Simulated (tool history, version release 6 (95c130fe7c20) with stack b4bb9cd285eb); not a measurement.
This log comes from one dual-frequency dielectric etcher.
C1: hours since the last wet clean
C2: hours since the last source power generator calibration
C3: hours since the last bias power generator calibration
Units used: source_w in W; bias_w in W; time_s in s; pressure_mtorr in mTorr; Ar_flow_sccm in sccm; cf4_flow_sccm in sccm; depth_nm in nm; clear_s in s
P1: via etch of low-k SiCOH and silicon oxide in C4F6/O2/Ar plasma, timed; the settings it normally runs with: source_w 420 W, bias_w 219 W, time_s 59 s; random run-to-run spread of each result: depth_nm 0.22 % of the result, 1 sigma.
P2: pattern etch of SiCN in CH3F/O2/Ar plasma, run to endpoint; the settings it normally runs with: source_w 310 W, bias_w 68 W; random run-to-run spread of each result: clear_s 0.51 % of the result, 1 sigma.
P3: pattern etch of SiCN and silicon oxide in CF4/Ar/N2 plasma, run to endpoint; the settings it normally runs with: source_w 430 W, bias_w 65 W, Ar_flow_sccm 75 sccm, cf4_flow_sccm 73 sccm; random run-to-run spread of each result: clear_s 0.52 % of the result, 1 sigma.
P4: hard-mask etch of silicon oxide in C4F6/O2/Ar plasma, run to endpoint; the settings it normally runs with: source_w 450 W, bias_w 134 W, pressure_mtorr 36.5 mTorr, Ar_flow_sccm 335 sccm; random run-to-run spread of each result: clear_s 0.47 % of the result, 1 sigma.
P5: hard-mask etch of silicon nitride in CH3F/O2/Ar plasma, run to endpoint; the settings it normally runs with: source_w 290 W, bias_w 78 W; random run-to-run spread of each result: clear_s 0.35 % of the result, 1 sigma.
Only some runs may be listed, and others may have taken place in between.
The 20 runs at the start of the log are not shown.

{"hour": 133.1, "done": "source power generator calibrated"}
{"run": 21, "hour": 136.7, "process": "P5", "source_w": 290, "bias_w": 78, "C1": 378.9, "C2": 3.6, "C3": 1243.6, "clear_s": 86.949}
{"run": 22, "hour": 142.3, "process": "P4", "source_w": 450, "bias_w": 107, "pressure_mtorr": 36.5, "Ar_flow_sccm": 335, "C1": 384.5, "C2": 9.2, "C3": 1249.2, "clear_s": 119.07}
{"run": 23, "hour": 147.6, "process": "P2", "source_w": 200, "bias_w": 68, "C1": 389.8, "C2": 14.5, "C3": 1254.5, "clear_s": 29.845}
{"run": 24, "hour": 155.1, "process": "P1", "source_w": 330, "bias_w": 219, "time_s": 71, "C1": 397.3, "C2": 22, "C3": 1262, "depth_nm": 202.07}
{"run": 25, "hour": 159.7, "process": "P1", "source_w": 420, "bias_w": 219, "time_s": 59, "C1": 401.9, "C2": 26.6, "C3": 1266.6, "depth_nm": 183.84}
{"run": 26, "hour": 167.4, "process": "P1", "source_w": 420, "bias_w": 292, "time_s": 59, "C1": 409.6, "C2": 34.3, "C3": 1274.3, "depth_nm": 202.47}
{"run": 27, "hour": 171.7, "process": "P4", "source_w": 450, "bias_w": 134, "pressure_mtorr": 36.5, "Ar_flow_sccm": 335, "C1": 413.9, "C2": 38.6, "C3": 1278.6, "clear_s": 111.55}
{"run": 28, "hour": 177.0, "process": "P4", "source_w": 450, "bias_w": 134, "pressure_mtorr": 45, "Ar_flow_sccm": 335, "C1": 419.2, "C2": 43.9, "C3": 1283.9, "clear_s": 114.04}
{"run": 29, "hour": 184.2, "process": "P1", "source_w": 420, "bias_w": 219, "time_s": 59, "C1": 426.4, "C2": 51.1, "C3": 1291.1, "depth_nm": 183.44}
{"run": 30, "hour": 191.2, "process": "P1", "source_w": 420, "bias_w": 219, "time_s": 59, "C1": 433.4, "C2": 58.1, "C3": 1298.1, "depth_nm": 182.92}

Run 31, settings as shown, results not yet in. Your forecast:
{"run": 31, "hour": 197.1, "process": "P1", "source_w": 420, "bias_w": 219, "time_s": 59, "C1": 439.3, "C2": 64, "C3": 1304, "depth_nm": "?"}

Run 31 gave depth_nm 184.33 nm.
